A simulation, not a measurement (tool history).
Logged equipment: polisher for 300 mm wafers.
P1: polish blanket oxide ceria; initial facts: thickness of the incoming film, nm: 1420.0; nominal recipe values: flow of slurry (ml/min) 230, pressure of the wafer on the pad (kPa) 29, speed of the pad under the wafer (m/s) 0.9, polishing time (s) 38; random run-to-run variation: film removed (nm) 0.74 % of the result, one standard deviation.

| run | hour | flow of slurry (ml/min) | pressure of the wafer on the pad (kPa) | speed of the pad under the wafer (m/s) | polishing time (s) | film removed (nm) |
|---|---|---|---|---|---|---|
| 1 | 15.8 | 230 | 29 | 0.9 | 38 | 198.97 |
| 2 | 25.5 | 230 | 20.7 | 1.28 | 38 | 201.98 |
| 3 | 42.8 | 230 | 29 | 0.9 | 38 | 196.38 |
| 4 | 56.4 | 230 | 29 | 0.9 | 26 | 137.23 |
| 5 | 66.8 | 320 | 29 | 0.9 | 38 | 207.05 |
|  | 68.2 | worn pad replaced by a new one |
| 6 | 84.3 | 140 | 20 | 0.9 | 38 | 126.77 |
| 7 | 94.2 | 230 | 29 | 0.9 | 38 | 200.75 |
| 8 | 104.2 | 230 | 17.2 | 0.9 | 38 | 118.55 |
| 9 | 119.6 | 230 | 29 | 0.9 | 38 | 199.88 |
| 10 | 128.2 | 230 | 36.5 | 0.9 | 29 | 194.02 |
| 11 | 137 | 140 | 29 | 0.9 | 38 | 184.68 |
| 12 | 145.1 | 230 | 29 | 0.62 | 38 | 137.84 |
| 13 | 161.3 | 230 | 29 | 0.9 | 38 | 199.94 |
| 14 | 177.1 | 230 | 29 | 0.9 | 52 | 274.03 |
| 15 | 186.1 | 230 | 29 | 0.9 | 38 | 197.66 |
| 16 | 199 | 230 | 37.9 | 0.9 | 38 | 263.61 |
| 17 | 211.9 | 230 | 29 | 1.44 | 38 | 316.44 |
| 18 | 227.2 | 230 | 29 | 0.9 | 38 | 198.88 |
| 19 | 240.2 | 230 | 29 | 0.9 | 38 | 194.42 |
| 20 | 250.5 | 230 | 29 | 0.9 | 38 | 195.15 |
| 21 | 262.6 | 230 | 29 | 0.9 | 38 | 194.24 |
| 22 | 279.5 | 230 | 29 | 0.9 | 38 | 188.12 |
|  | 287.2 | worn pad replaced by a new one |
| 23 | 290.7 | 230 | 29 | 0.9 | 38 | 190.28 |
| 24 | 307.3 | 230 | 29 | 0.9 | 38 | 190.48 |
| 25 | 316.7 | 230 | 29 | 0.9 | 38 | 191.04 |

What P1 gives has crept off from where it sat before. The 2 causes that follow fit the log equally well, each at the size noted:
A: head's pressure below its setpoint, % = 4.24
B: slurry flow missing at the pad, % = 27.2
The creep began at about hour 227.2.
What rules out each remaining cause:
removal rate lost through wear of the pad, %: serviced at hour 287.2, after the drift had started, without restoring the earlier output

Which of the check runs below tells the causes apart, meaning the causes would give it clearly different results? Each run uses 5 wafers whose results are averaged, and each result is shown as a question mark.
| check 1 | 326.1 | 230 | 29 | 1.1 | 38 | ? |
| check 2 | 326.1 | 140 | 35.2 | 0.9 | 38 | ? |
| check 3 | 326.1 | 230 | 29 | 1.32 | 28 | ? |
| check 4 | 326.1 | 230 | 20 | 0.9 | 38 | ? |

What each check would give under each cause:
| check | result | if A | if B |
|---|---|---|---|
| check 1 | film removed (nm) | 232.79 | 232.82 |
| check 2 | film removed (nm) | 214.82 | 209.53 |
| check 3 | film removed (nm) | 205.83 | 205.86 |
| check 4 | film removed (nm) | 131.51 | 131.53 |
How far apart the two closest causes lie, in the result that separates them most: check 1 0.01 %; check 2 2.49 %; check 3 0.01 %; check 4 0.01 %
Check 2 distinguishes between the causes, while the remaining checks would return nearly the same result for all of them.

Then check 2 was run and gave: film removed (nm) 210.22. Which cause is it?

The cause is B: slurry flow missing at the pad, %.
